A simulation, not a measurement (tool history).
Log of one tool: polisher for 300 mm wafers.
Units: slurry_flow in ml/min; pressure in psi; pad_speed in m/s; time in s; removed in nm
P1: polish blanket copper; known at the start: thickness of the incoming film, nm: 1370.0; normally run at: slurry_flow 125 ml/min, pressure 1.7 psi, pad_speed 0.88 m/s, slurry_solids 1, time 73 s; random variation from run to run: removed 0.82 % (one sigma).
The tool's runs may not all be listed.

run	hour	slurry_flow	pressure	pad_speed	slurry_solids	time	removed
1	5	125	1.7	0.88	1	73	123.56
2	15.6	125	1.7	0.88	1	73	122.79
3	20.4	125	1.7	0.88	1.5	73	135.92
4	27	125	1.7	0.44	1	73	60.954
5	34.3	160	1.7	0.88	1	73	128.78
6	40.8	125	1.7	0.88	1.45	92	170.49
7	45.6	125	1.7	0.88	1	114	191.92
8	54.9	125	1.2	0.88	1	73	87.775
9	60.3	125	1.7	0.88	0.55	73	108.56
10	67.3	125	1.7	0.88	1	73	124.7
11	75	125	1.7	0.88	1	73	124.01
12	85.8	125	1.7	1.18	1	73	165.58
13	91.4	75	1.7	0.88	1	73	107.33
14	101.8	125	1.7	0.88	1	37	62.901
15	110	125	1.7	0.88	1	73	124.18
16	118.5	125	2.7	0.88	1	73	193.52
17	127	125	1.7	0.88	1	73	123.75
18	132.3	125	1.7	0.88	1	73	122.3
19	139.8	125	1.7	0.88	1	73	117.08
20	149.1	125	1.7	0.88	1	73	114.87
# hour 156.1: slurry blender recalibrated
21	159.8	125	1.7	0.88	1	73	114.65
# hour 163.2: worn pad replaced by a new one
22	167.1	125	1.7	0.88	1	73	113.27
23	175	125	1.7	0.88	1	73	111.8
24	182.7	125	1.7	0.88	1	73	111.03

What P1 gives has crept away from where it was. These 2 causes fit the log equally well, each at the size given:
A: head's pressure below its setpoint, % = 9.17
B: slurry flow missing at the pad, % = 32.5
The creep began at about hour 127.
Why every other cause is out:
removal rate lost through wear of the pad, %: serviced at hour 163.2, which brought nothing back
abrasive missing from the slurry, %: serviced at hour 156.1, which brought nothing back

4 check runs are offered, each on 5 wafers whose results are averaged, their results left as question marks. Which one tells the causes apart?
check 1	190.4	125	1.7	0.68	1	73	?
check 2	190.4	125	2.5	0.88	1	97	?
check 3	190.4	125	1.7	0.88	0.8	73	?
check 4	190.4	90	1.7	0.88	1	92	?

What each check would give under each cause:
check	result	if A	if B
check 1	removed	86.547	86.559
check 2	removed	218.86	218.89
check 3	removed	106.84	106.86
check 4	removed	130.57	126.56
How far apart the two closest causes lie, in the result that separates them most: check 1 0.01 %; check 2 0.01 %; check 3 0.01 %; check 4 3.12 %
Check 4 tells the causes apart: in the others they would give nearly the same result.

Check 4 was then run and gave: removed 130.26 nm. Which cause is it?

It is A: head's pressure below its setpoint, %.

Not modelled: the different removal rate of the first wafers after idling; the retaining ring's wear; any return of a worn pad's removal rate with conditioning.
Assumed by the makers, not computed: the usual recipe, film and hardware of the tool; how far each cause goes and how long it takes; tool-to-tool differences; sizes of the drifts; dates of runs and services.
